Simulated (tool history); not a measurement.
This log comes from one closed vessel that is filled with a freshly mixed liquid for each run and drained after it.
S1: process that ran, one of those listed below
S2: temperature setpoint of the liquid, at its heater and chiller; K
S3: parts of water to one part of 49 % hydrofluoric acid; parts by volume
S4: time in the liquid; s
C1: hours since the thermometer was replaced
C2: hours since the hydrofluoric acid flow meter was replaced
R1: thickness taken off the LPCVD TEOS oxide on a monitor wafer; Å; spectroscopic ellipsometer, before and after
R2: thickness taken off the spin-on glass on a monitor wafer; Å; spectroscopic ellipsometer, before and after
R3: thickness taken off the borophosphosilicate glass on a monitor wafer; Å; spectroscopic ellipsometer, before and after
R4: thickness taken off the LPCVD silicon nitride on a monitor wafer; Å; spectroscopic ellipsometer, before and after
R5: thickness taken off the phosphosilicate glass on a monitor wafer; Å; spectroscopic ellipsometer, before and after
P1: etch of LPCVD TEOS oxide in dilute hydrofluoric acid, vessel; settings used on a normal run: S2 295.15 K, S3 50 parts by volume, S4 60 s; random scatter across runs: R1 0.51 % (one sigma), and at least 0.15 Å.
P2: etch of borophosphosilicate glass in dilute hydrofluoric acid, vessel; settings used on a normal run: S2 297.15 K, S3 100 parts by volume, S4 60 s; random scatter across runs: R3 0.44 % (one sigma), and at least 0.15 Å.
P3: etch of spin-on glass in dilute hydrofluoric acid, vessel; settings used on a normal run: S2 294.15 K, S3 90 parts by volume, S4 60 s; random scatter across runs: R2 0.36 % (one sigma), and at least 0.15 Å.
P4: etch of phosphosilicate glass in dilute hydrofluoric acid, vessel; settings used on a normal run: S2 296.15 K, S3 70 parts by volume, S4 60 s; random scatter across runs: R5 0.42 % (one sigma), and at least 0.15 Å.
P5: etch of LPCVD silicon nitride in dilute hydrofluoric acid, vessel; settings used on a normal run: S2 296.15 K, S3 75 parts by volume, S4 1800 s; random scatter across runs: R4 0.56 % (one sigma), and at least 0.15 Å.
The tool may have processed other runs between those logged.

| run | hour | S1 | S2 | S3 | S4 | C1 | C2 | R1 | R2 | R3 | R4 | R5 |
|---|---|---|---|---|---|---|---|---|---|---|---|---|
| 1 | 8.6 | P1 | 295.15 | 50 | 60 | 451.3 | 750 | 197.45 |  |  |  |  |
| 2 | 22.1 | P1 | 295.15 | 50 | 60 | 464.8 | 763.5 | 195.8 |  |  |  |  |
| 3 | 30.2 | P1 | 295.15 | 70 | 60 | 472.9 | 771.6 | 136.98 |  |  |  |  |
| 4 | 42.2 | P3 | 290.15 | 90 | 60 | 484.9 | 783.6 |  | 219.82 |  |  |  |
| 5 | 51.2 | P1 | 295.15 | 50 | 60 | 493.9 | 792.6 | 196.65 |  |  |  |  |
| 6 | 57.2 | P2 | 297.15 | 55 | 60 | 499.9 | 798.6 |  |  | 546.64 |  |  |
| 7 | 70.2 | P5 | 296.15 | 35 | 1800 | 512.9 | 811.6 |  |  |  | 211.53 |  |
| 8 | 77 | P5 | 296.15 | 75 | 1800 | 519.7 | 818.4 |  |  |  | 100.49 |  |
| 9 | 88.6 | P1 | 291.65 | 50 | 60 | 531.3 | 830 | 169.96 |  |  |  |  |
| 10 | 99.4 | P5 | 296.15 | 75 | 925 | 542.1 | 840.8 |  |  |  | 52.045 |  |
| 11 | 105.4 | P1 | 295.15 | 50 | 30 | 548.1 | 846.8 | 98.107 |  |  |  |  |
| 12 | 118 | P2 | 292.15 | 100 | 60 | 560.7 | 859.4 |  |  | 232.56 |  |  |
| 13 | 125.8 | P2 | 297.15 | 100 | 60 | 568.5 | 867.2 |  |  | 283.3 |  |  |
| 14 | 136.5 | P4 | 296.15 | 70 | 60 | 579.2 | 877.9 |  |  |  |  | 1427.9 |
| 15 | 149.9 | P4 | 296.15 | 20 | 60 | 592.6 | 891.3 |  |  |  |  | 5299.5 |
| 16 | 159.7 | P1 | 295.15 | 50 | 60 | 602.4 | 901.1 | 197 |  |  |  |  |
| 17 | 170.1 | P5 | 290.15 | 75 | 1800 | 612.8 | 911.5 |  |  |  | 67.462 |  |
| 18 | 176.4 | P1 | 295.15 | 50 | 100 | 619.1 | 917.8 | 325.42 |  |  |  |  |
| 19 | 184.9 | P1 | 295.15 | 90 | 30 | 627.6 | 926.3 | 51.739 |  |  |  |  |
| 20 | 195.1 | P1 | 295.15 | 50 | 60 | 637.8 | 936.5 | 195.95 |  |  |  |  |
| 21 | 203.4 | P5 | 296.15 | 75 | 1800 | 646.1 | 944.8 |  |  |  | 100.68 |  |
| 22 | 213 | P2 | 297.15 | 100 | 30 | 655.7 | 954.4 |  |  | 140.72 |  |  |
| 23 | 222.5 | P2 | 297.15 | 100 | 60 | 665.2 | 963.9 |  |  | 282.78 |  |  |
| 24 | 229.4 | P4 | 301.65 | 70 | 60 | 672.1 | 970.8 |  |  |  |  | 1765.8 |
| 25 | 238.8 | P1 | 295.15 | 20 | 60 | 681.5 | 980.2 | 508.85 |  |  |  |  |
| 26 | 246.9 | P3 | 294.15 | 90 | 30 | 689.6 | 988.3 |  | 129.89 |  |  |  |
| 27 | 259.6 | P3 | 294.15 | 90 | 60 | 702.3 | 1001 |  | 260.26 |  |  |  |
| 28 | 271 | P4 | 296.15 | 70 | 95 | 713.7 | 1012.4 |  |  |  |  | 2253.6 |
| 29 | 280.1 | P4 | 296.15 | 70 | 60 | 722.8 | 1021.5 |  |  |  |  | 1417.7 |
| 30 | 288.5 | P1 | 301.15 | 50 | 60 | 731.2 | 1029.9 | 250.66 |  |  |  |  |
| 31 | 300.4 | P3 | 294.15 | 130 | 60 | 743.1 | 1041.8 |  | 170.56 |  |  |  |
| 32 | 306.6 | P1 | 295.15 | 50 | 60 | 749.3 | 1048 | 196.6 |  |  |  |  |
| 33 | 319.2 | P1 | 295.15 | 50 | 60 | 761.9 | 1060.6 | 195.35 |  |  |  |  |
| 34 | 328.6 | P1 | 295.15 | 50 | 60 | 771.3 | 1070 | 199.96 |  |  |  |  |
| 35 | 335.3 | P1 | 295.15 | 50 | 60 | 778 | 1076.7 | 201.52 |  |  |  |  |
| 36 | 345.7 | P1 | 295.15 | 50 | 60 | 788.4 | 1087.1 | 205.19 |  |  |  |  |
| 37 | 358.4 | P1 | 295.15 | 50 | 60 | 801.1 | 1099.8 | 207.14 |  |  |  |  |
| 38 | 365.1 | P1 | 295.15 | 50 | 60 | 807.8 | 1106.5 | 206.44 |  |  |  |  |
| 39 | 375.4 | P1 | 295.15 | 50 | 60 | 818.1 | 1116.8 | 206.98 |  |  |  |  |
| 40 | 384.6 | P1 | 295.15 | 50 | 60 | 827.3 | 1126 | 205.21 |  |  |  |  |
| 41 | 396 | P1 | 295.15 | 50 | 60 | 838.7 | 1137.4 | 206.78 |  |  |  |  |
| 42 | 403.9 | P1 | 295.15 | 50 | 60 | 846.6 | 1145.3 | 208.39 |  |  |  |  |

What P1 gives has crept off from where it sat before. The 2 causes that follow fit the log equally well, each at the size noted:
A: hydrofluoric acid flow above the setpoint (%) = 5.61
B: liquid hotter than its thermometer reads (K) = 1.4
Creep in the process output first set in at about hour 319.2.

Which of the 4 check runs listed below, each an average over 2 wafers with its results shown as question marks, gives clearly different results under the different listed causes?
| check 1 | 411.8 | P4 | 296.15 | 70 | 60 |  |  |  |  |  |  | ? |
| check 2 | 411.8 | P5 | 296.15 | 75 | 1800 |  |  |  |  |  | ? |  |
| check 3 | 411.8 | P2 | 297.15 | 100 | 60 |  |  |  |  | ? |  |  |
| check 4 | 411.8 | P3 | 294.15 | 90 | 60 |  |  |  | ? |  |  |  |

Outcome of each check run for each possible cause:
| check | result | if A | if B |
|---|---|---|---|
| check 1 | R5 | 1511.2 | 1507.6 |
| check 2 | R4 | 106.29 | 110.63 |
| check 3 | R3 | 301.39 | 299.59 |
| check 4 | R2 | 275.32 | 274.46 |
Per-check spread between the two closest causes, in the result where they differ most: check 1 0.24 %; check 2 4 %; check 3 0.6 %; check 4 0.31 %
The causes can be told apart only by check 2. The other checks would give nearly the same results under each of them.

Then check 2 was run and gave: R4 110.32 Å. Which cause is it?

It is B: liquid hotter than its thermometer reads (K).
